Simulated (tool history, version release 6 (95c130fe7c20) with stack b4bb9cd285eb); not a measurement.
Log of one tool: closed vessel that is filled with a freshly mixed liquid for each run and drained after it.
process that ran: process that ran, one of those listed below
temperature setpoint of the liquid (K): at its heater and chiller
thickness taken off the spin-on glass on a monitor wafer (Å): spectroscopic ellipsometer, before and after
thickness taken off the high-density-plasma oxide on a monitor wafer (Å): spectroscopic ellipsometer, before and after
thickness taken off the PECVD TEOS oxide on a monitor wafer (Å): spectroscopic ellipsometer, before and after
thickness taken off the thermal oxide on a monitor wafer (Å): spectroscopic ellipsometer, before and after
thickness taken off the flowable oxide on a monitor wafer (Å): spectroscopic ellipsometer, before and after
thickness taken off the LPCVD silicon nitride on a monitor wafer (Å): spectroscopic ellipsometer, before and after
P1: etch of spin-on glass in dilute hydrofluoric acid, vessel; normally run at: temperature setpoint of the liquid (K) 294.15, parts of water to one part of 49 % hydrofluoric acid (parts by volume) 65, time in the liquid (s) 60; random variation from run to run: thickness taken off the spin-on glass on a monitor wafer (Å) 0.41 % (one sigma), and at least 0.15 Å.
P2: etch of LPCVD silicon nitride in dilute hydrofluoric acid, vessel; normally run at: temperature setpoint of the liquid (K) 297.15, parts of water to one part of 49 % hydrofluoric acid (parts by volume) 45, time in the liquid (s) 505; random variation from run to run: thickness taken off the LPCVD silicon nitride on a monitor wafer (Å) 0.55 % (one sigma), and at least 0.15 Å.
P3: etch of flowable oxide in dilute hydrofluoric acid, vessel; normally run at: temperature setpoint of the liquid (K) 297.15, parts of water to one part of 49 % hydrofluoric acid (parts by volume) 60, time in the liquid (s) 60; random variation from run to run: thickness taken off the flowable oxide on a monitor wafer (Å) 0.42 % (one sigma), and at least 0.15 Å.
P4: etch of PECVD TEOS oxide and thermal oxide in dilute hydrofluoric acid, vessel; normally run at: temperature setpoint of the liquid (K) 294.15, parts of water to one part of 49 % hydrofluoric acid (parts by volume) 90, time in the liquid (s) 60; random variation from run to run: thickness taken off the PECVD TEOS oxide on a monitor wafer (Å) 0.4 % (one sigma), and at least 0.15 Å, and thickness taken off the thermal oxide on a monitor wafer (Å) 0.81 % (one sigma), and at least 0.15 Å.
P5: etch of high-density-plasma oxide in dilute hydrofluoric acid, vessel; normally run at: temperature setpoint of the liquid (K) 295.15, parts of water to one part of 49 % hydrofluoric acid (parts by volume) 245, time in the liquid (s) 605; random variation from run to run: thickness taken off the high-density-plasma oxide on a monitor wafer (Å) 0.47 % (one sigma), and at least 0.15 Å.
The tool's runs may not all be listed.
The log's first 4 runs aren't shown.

| run | hour | process that ran | temperature setpoint of the liquid (K) | parts of water to one part of 49 % hydrofluoric acid (parts by volume) | time in the liquid (s) | hours since the thermometer was replaced | hours since the hydrofluoric acid flow meter was replaced | thickness taken off the spin-on glass on a monitor wafer (Å) | thickness taken off the high-density-plasma oxide on a monitor wafer (Å) | thickness taken off the PECVD TEOS oxide on a monitor wafer (Å) | thickness taken off the thermal oxide on a monitor wafer (Å) | thickness taken off the flowable oxide on a monitor wafer (Å) | thickness taken off the LPCVD silicon nitride on a monitor wafer (Å) |
|---|---|---|---|---|---|---|---|---|---|---|---|---|---|
| 5 | 32.1 | P4 | 294.15 | 90 | 110 | 334.9 | 380.9 |  |  | 224.17 | 53.505 |  |  |
| 6 | 41.8 | P1 | 294.15 | 65 | 30 | 344.6 | 390.6 | 214.38 |  |  |  |  |  |
|  | 47.5 | thermometer replaced |
| 7 | 50.3 | P4 | 294.15 | 40 | 60 | 2.8 | 399.1 |  |  | 291.27 | 69.785 |  |  |
| 8 | 56.8 | P1 | 294.15 | 65 | 60 | 9.3 | 405.6 | 426.94 |  |  |  |  |  |
| 9 | 62 | P3 | 297.15 | 35 | 60 | 14.5 | 410.8 |  |  |  |  | 387.77 |  |
| 10 | 70.4 | P1 | 294.15 | 65 | 60 | 22.9 | 419.2 | 430.81 |  |  |  |  |  |
| 11 | 74.7 | P1 | 300.65 | 65 | 60 | 27.2 | 423.5 | 561.22 |  |  |  |  |  |
| 12 | 78.9 | P3 | 297.15 | 60 | 60 | 31.4 | 427.7 |  |  |  |  | 217.9 |  |
| 13 | 88.4 | P4 | 290.15 | 90 | 60 | 40.9 | 437.2 |  |  | 103.68 | 25.019 |  |  |
| 14 | 97.5 | P3 | 303.15 | 60 | 60 | 50 | 446.3 |  |  |  |  | 277.8 |  |
| 15 | 106.3 | P5 | 295.15 | 50 | 605 | 58.8 | 455.1 |  | 816.32 |  |  |  |  |
| 16 | 115.8 | P2 | 290.15 | 45 | 505 | 68.3 | 464.6 |  |  |  |  |  | 33.902 |
| 17 | 124.5 | P1 | 301.65 | 110 | 60 | 77 | 473.3 | 322.33 |  |  |  |  |  |
| 18 | 129.8 | P2 | 297.15 | 65 | 505 | 82.3 | 478.6 |  |  |  |  |  | 38.325 |
| 19 | 138.5 | P1 | 294.15 | 65 | 60 | 91 | 487.3 | 430.39 |  |  |  |  |  |
| 20 | 147.6 | P5 | 295.15 | 245 | 1080 | 100.1 | 496.4 |  | 239.72 |  |  |  |  |

Forecast run 21:
| 21 | 154.7 | P2 | 297.15 | 45 | 505 | 107.2 | 503.5 |  |  |  |  |  | ? |

Run 21 gave thickness taken off the LPCVD silicon nitride on a monitor wafer (Å) 54.767.
